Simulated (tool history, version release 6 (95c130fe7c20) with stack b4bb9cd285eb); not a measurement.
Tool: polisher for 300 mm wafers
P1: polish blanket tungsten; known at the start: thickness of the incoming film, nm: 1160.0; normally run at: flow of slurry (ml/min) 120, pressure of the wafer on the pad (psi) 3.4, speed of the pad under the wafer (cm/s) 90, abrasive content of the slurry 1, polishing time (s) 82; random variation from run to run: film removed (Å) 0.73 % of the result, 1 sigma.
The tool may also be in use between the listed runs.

run	day	flow of slurry (ml/min)	pressure of the wafer on the pad (psi)	speed of the pad under the wafer (cm/s)	abrasive content of the slurry	polishing time (s)	wafers polished on this pad	hours since the slurry nozzle was cleaned	hours since the head pressure was calibrated	hours since the slurry blender was calibrated	hours since the slurry got fresh peroxide	film removed (Å)
1	0.525	120	3.4	90	1	82	342	275.2	651.7	189.3	60.7	3768.8
2	1.154	70	3.4	90	1	82	527	290.3	666.8	204.4	75.8	3292.8
3	1.746	120	3.4	40	1	82	701	304.5	681	218.6	90	1689.5
4	2.238	120	3.4	138	1	82	846	316.3	692.8	230.4	101.8	5745.2
5	2.862	120	5.3	90	1	82	1030	331.3	707.8	245.4	116.8	5888.9
6	3.167	120	1.8	90	1	82	1119	338.6	715.1	252.7	124.1	1989.4
7	3.454	120	3.4	90	1	125	1204	345.5	722	259.6	131	5729.9
8	3.9	120	3.4	90	1	82	1335	356.2	732.7	270.3	141.7	3738.4
9	4.504	120	3.4	90	0.5	82	1512	370.7	747.2	284.8	156.2	3245.3
10	5.067	90	3.4	90	1.2	82	1678	384.2	760.7	298.3	169.7	3699.1
11	5.538	120	3.4	90	1	82	1816	395.5	772	309.6	181	3759.3
12	6.104	120	3.4	90	1.5	82	1983	409.1	785.6	323.2	194.6	4123.8
13	6.404	120	3.4	90	1	82	2071	416.3	792.8	330.4	201.8	3756.9
14	6.888	170	3.4	90	1	82	2213	427.9	804.4	342	213.4	4005.8
15	7.367	120	3.4	90	1	49	2354	439.4	815.9	353.5	224.9	2240.6
16	7.879	120	3.4	90	1	82	2505	451.7	828.2	365.8	237.2	3766.4
17	8.5	120	3.4	90	1	82	2687	466.6	843.1	380.7	252.1	3505.9
18	8.946	120	3.4	90	1	82	2818	477.3	853.8	391.4	262.8	3389.8
19	9.333	120	3.4	90	1	82	2932	486.6	863.1	400.7	272.1	3410.5
20	9.717	120	3.4	90	1	82	3045	495.8	872.3	409.9	281.3	3350
# day 9.821: worn pad replaced by a new one
# day 9.875: slurry blender recalibrated
# day 10.012: slurry tank refilled with fresh slurry and peroxide
21	10.258	120	3.4	90	1	82	129	508.8	885.3	9.3	6	3368.7
22	10.8	120	3.4	90	1	82	289	521.8	898.3	22.3	19	3331.9

What P1 gives has crept away from where it was. These 2 causes fit the log equally well, each at the size given:
A: slurry flow missing at the pad, % = 37.4
B: head's pressure below its setpoint, % = 11.5
The creep began at about day 7.879.
Why every other cause is out:
removal rate lost through wear of the pad, %: serviced at day 9.821, which brought nothing back
abrasive missing from the slurry, %: serviced at day 9.875, which brought nothing back
peroxide lost from the slurry, %: serviced at day 10.012, which brought nothing back

4 check runs are offered, one wafer each, their results left as question marks. Which one tells the causes apart?
check 1	11.342	120	5.1	90	1	82						?
check 2	11.342	120	3.4	138	1.45	82						?
check 3	11.342	120	5	48	1	82						?
check 4	11.342	70	3.4	90	0.6	82						?

What each check would give under each cause:
check	result	if A	if B
check 1	film removed (Å)	4998.9	4999.7
check 2	film removed (Å)	5588	5588.9
check 3	film removed (Å)	2613.8	2614.2
check 4	film removed (Å)	2390.5	2561.8
How far apart the two closest causes lie, in the result that separates them most: check 1 0.02 %; check 2 0.02 %; check 3 0.02 %; check 4 6.92 %
Check 4 tells the causes apart: in the others they would give nearly the same result.

Then check 4 was run and gave: film removed (Å) 2531. Which cause is it?

It is B: head's pressure below its setpoint, %.

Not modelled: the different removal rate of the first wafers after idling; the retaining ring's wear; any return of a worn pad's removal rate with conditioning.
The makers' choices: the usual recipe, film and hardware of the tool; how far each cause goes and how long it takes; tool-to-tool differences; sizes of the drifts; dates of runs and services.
